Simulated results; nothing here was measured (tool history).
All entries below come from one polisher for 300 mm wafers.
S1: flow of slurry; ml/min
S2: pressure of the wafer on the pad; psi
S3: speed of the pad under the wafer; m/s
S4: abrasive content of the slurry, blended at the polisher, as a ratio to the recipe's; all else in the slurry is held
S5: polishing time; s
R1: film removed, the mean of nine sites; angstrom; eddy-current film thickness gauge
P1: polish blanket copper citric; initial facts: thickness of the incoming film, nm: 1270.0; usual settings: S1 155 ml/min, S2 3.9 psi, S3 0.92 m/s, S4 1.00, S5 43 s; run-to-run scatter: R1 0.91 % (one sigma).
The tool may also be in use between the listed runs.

run	hour	S1	S2	S3	S4	S5	R1
1	16.0	155	3.9	0.92	1.00	43	1308.50
2	33.1	155	5.7	0.92	1.00	43	1891.20
# hour 34.9: head pressure recalibrated
3	47.3	155	3.9	0.92	1.00	43	1302.90
4	64.8	155	3.9	0.92	1.20	43	1356.60
5	74.9	155	3.9	0.92	1.00	68	2044.90
6	84.4	230	3.9	0.92	1.00	43	1373.00
7	96.6	155	3.9	0.92	1.00	43	1282.60
8	109.8	155	3.9	1.34	1.00	43	1897.40
9	123.4	120	3.9	0.92	1.00	53	1531.80
10	139.3	155	2.2	0.92	1.00	43	755.92
11	155.4	95	3.9	0.92	1.35	43	1266.50
12	170.3	155	3.9	0.92	1.00	43	1306.40
13	183.9	155	3.9	0.92	0.75	43	1230.30
14	192.1	155	3.9	0.92	1.00	43	1305.00
15	204.8	155	3.9	0.92	1.00	22	662.97
16	213.4	155	3.9	0.42	1.00	43	614.87
17	229.1	95	3.9	0.92	1.00	43	1179.50
18	242.2	155	3.9	0.92	1.00	43	1300.10
19	259.2	155	3.9	0.92	1.00	43	1236.70
20	268.9	155	3.9	0.92	1.00	43	1231.00
21	278.3	155	3.9	0.92	1.00	43	1209.60
# hour 284.8: head pressure recalibrated
22	292.0	155	3.9	0.92	1.00	43	1207.50
23	307.9	155	3.9	0.92	1.00	43	1173.20
# hour 310.5: slurry blender recalibrated
24	321.9	155	3.9	0.92	1.00	43	1157.50

The next listed run, before its measurement:
25	338.4	155	3.9	0.92	1.00	43	?

R1: 1189.50 angstrom
